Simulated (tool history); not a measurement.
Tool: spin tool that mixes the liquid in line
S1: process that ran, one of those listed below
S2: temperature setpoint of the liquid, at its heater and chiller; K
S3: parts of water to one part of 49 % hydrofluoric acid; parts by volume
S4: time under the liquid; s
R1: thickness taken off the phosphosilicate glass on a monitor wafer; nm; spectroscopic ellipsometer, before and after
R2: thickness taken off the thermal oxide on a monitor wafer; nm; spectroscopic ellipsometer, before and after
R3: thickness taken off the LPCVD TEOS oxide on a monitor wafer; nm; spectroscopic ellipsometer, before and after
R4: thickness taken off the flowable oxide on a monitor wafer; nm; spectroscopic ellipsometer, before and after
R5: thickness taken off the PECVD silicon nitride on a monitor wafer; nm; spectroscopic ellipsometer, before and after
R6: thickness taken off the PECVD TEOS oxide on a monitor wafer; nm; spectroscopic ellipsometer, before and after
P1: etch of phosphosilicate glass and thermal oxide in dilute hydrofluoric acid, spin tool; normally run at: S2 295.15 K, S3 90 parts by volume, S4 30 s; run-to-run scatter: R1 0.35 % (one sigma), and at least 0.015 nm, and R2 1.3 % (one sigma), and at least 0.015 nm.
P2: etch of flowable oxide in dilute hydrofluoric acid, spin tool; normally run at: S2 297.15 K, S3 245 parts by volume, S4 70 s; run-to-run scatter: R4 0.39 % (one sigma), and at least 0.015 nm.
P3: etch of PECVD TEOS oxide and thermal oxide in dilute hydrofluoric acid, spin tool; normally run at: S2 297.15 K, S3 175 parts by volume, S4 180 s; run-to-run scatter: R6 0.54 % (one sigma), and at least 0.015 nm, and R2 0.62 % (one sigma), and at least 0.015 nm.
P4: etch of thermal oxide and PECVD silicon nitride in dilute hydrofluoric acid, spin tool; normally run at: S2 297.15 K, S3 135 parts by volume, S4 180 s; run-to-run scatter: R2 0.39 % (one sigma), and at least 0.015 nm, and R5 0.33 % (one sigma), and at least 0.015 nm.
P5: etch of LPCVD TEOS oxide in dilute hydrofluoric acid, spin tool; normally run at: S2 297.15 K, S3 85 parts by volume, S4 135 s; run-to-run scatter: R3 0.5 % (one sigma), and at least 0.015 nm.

run 1 hour=9.3 | S1=P1 S2=295.15 S3=90 S4=30 | R1=18.8880 R2=1.50640
run 2 hour=22.6 | S1=P1 S2=295.15 S3=90 S4=30 | R1=18.8220 R2=1.54150
run 3 hour=33.3 | S1=P1 S2=295.15 S3=90 S4=55 | R1=34.5370 R2=2.80550
run 4 hour=41.1 | S1=P5 S2=297.15 S3=150 S4=135 | R3=14.6530
run 5 hour=54.2 | S1=P2 S2=297.15 S3=245 S4=70 | R4=15.874
run 6 hour=62.3 | S1=P5 S2=292.65 S3=85 S4=135 | R3=23.3040
run 7 hour=70.0 | S1=P1 S2=295.15 S3=90 S4=30 | R1=18.9160 R2=1.54450
run 8 hour=82.5 | S1=P2 S2=303.65 S3=245 S4=70 | R4=19.970
run 9 hour=91.6 | S1=P1 S2=295.15 S3=55 S4=30 | R1=32.2410 R2=2.60860
run 10 hour=100.1 | S1=P1 S2=295.15 S3=90 S4=15 | R1=9.4775 R2=0.79857
run 11 hour=110.3 | S1=P1 S2=295.15 S3=90 S4=30 | R1=18.9700 R2=1.56090
run 12 hour=119.1 | S1=P5 S2=297.15 S3=85 S4=135 | R3=27.9250
run 13 hour=132.6 | S1=P4 S2=290.15 S3=135 S4=180 | R2=4.47000 R5=4.6651
run 14 hour=145.5 | S1=P1 S2=295.15 S3=145 S4=30 | R1=10.9610 R2=0.93386
run 15 hour=157.4 | S1=P3 S2=297.15 S3=175 S4=180 | R2=4.66820 R6=28.084
run 16 hour=164.4 | S1=P1 S2=295.15 S3=90 S4=30 | R1=18.8460 R2=1.54370
run 17 hour=173.4 | S1=P2 S2=297.15 S3=245 S4=130 | R4=29.252
run 18 hour=185.3 | S1=P1 S2=291.15 S3=125 S4=30 | R1=11.1200 R2=0.88909
run 19 hour=196.2 | S1=P5 S2=297.15 S3=85 S4=135 | R3=28.0210
run 20 hour=203.5 | S1=P1 S2=295.15 S3=90 S4=30 | R1=18.8730 R2=1.55570
run 21 hour=213.1 | S1=P4 S2=297.15 S3=225 S4=180 | R2=3.18040 R5=4.5192
run 22 hour=226.9 | S1=P3 S2=304.15 S3=175 S4=180 | R2=5.92790 R6=36.000
run 23 hour=237.9 | S1=P1 S2=295.15 S3=60 S4=15 | R1=14.6500 R2=1.21200
run 24 hour=248.0 | S1=P3 S2=297.15 S3=30 S4=180 | R2=32.46300 R6=193.950
run 25 hour=261.2 | S1=P2 S2=297.15 S3=90 S4=70 | R4=51.136
run 26 hour=268.0 | S1=P1 S2=290.65 S3=90 S4=30 | R1=15.7230 R2=1.22560
run 27 hour=277.9 | S1=P3 S2=297.15 S3=175 S4=180 | R2=4.66430 R6=28.155
run 28 hour=290.3 | S1=P3 S2=297.15 S3=175 S4=340 | R2=8.70880 R6=52.806
run 29 hour=296.5 | S1=P1 S2=301.15 S3=90 S4=30 | R1=24.0030 R2=1.93040
run 30 hour=309.0 | S1=P4 S2=297.15 S3=135 S4=180 | R2=5.85100 R5=7.5646
run 31 hour=319.9 | S1=P4 S2=297.15 S3=135 S4=45 | R2=1.45010 R5=1.8806
run 32 hour=329.1 | S1=P5 S2=297.15 S3=85 S4=25 | R3=5.1764
run 33 hour=340.3 | S1=P1 S2=295.15 S3=90 S4=30 | R1=18.8330 R2=1.53040
run 34 hour=354.2 | S1=P1 S2=295.15 S3=90 S4=30 | R1=19.5150 R2=1.60280
run 35 hour=365.9 | S1=P1 S2=295.15 S3=90 S4=30 | R1=19.9690 R2=1.65320
run 36 hour=373.1 | S1=P1 S2=295.15 S3=90 S4=30 | R1=20.0290 R2=1.61390
run 37 hour=385.2 | S1=P1 S2=295.15 S3=90 S4=30 | R1=20.2850 R2=1.62670
run 38 hour=398.3 | S1=P1 S2=295.15 S3=90 S4=30 | R1=20.4910 R2=1.63730
run 39 hour=411.8 | S1=P1 S2=295.15 S3=90 S4=30 | R1=20.5130 R2=1.68470
run 40 hour=423.9 | S1=P1 S2=295.15 S3=90 S4=30 | R1=20.5190 R2=1.68620
run 41 hour=433.7 | S1=P1 S2=295.15 S3=90 S4=30 | R1=20.5590 R2=1.65180
run 42 hour=446.4 | S1=P1 S2=295.15 S3=90 S4=30 | R1=20.6020 R2=1.66860
run 43 hour=456.5 | S1=P1 S2=295.15 S3=90 S4=30 | R1=20.5520 R2=1.64810

What P1 gives has crept away from where it was. These 2 causes fit the log equally well, each at the size given:
A: hydrofluoric acid flow above the setpoint (%) = 8.44
B: liquid hotter than its thermometer reads (K) = 2.23
The creep began at about hour 340.3.

4 check runs are offered, one wafer each, their results left as question marks. Which one tells the causes apart?
run check 1 hour=466.6 | S1=P5 S2=293.15 S3=115 S4=135 | R3=?
run check 2 hour=466.6 | S1=P2 S2=297.15 S3=100 S4=70 | R4=?
run check 3 hour=466.6 | S1=P3 S2=297.15 S3=80 S4=330 | R2=? R6=?
run check 4 hour=466.6 | S1=P4 S2=290.65 S3=135 S4=85 | R2=? R5=?

What each check would give under each cause:
check=check_1 result=R3 if_A=18.6410 if_B=18.6210
check=check_2 result=R4 if_A=49.932 if_B=49.775
check=check_3 result=R2 if_A=22.75500 if_B=22.75000
check=check_3 result=R6 if_A=137.240 if_B=137.210
check=check_4 result=R2 if_A=2.34000 if_B=2.33800
check=check_4 result=R5 if_A=2.4842 if_B=2.6729
How far apart the two closest causes lie, in the result that separates them most: check 1 0.11 %; check 2 0.32 %; check 3 0.02 %; check 4 7.32 %
Check 4 tells the causes apart: in the others they would give nearly the same result.

Check 4 was then run and gave: R2 2.37010 nm; R5 2.6778 nm. Which cause is it?

It is B: liquid hotter than its thermometer reads (K).

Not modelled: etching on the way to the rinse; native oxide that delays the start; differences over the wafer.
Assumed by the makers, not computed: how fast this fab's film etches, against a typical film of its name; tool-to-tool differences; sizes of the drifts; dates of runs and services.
